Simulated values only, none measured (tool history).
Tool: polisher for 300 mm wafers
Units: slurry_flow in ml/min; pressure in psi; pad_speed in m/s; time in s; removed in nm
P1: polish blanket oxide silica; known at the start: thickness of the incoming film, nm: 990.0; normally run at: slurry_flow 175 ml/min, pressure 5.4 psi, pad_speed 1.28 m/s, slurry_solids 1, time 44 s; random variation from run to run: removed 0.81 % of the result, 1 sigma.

run	day	slurry_flow	pressure	pad_speed	slurry_solids	time	removed
1	0.242	175	5.4	1.28	1	44	194.85
2	0.725	175	5.4	1.28	0.55	44	142.06
3	1.092	175	5.4	1.28	1	44	195.18
4	1.375	175	4	1.28	1	44	144.95
5	1.646	175	5.4	1.28	1	27	120.08
6	1.904	175	5.4	1.28	1	44	197.44
7	2.258	175	5.4	1.28	1.45	44	229.05
8	2.483	175	5.4	0.58	1	44	105.36
9	2.733	175	5.4	1.28	1	67	296.57
10	3.125	175	8	0.72	1	44	180.74
# day 3.462: worn pad replaced by a new one
11	3.542	175	5.4	1.98	1	55	350.89
# day 3.612: conditioning disc replaced and pad reconditioned
12	3.912	105	5.4	1.28	1	44	175.19
13	4.183	175	5.4	1.28	1	44	194.44
14	4.571	175	5.4	1.28	1	44	194.96
15	4.804	175	5.4	1.28	1	44	195.2
16	5.033	175	5.4	1.68	1	44	245.66
17	5.512	255	5.4	1.28	1	44	204.37
18	6	175	8.2	1.28	1	44	304.03
19	6.362	175	5.4	1.28	1	44	196.95
20	6.775	175	5.4	1.28	1	44	190.07
21	7.229	175	5.4	1.28	1	44	184.38

The next listed run, before its measurement:
22	7.638	175	5.4	1.28	1	44	?

removed: 181.64 nm
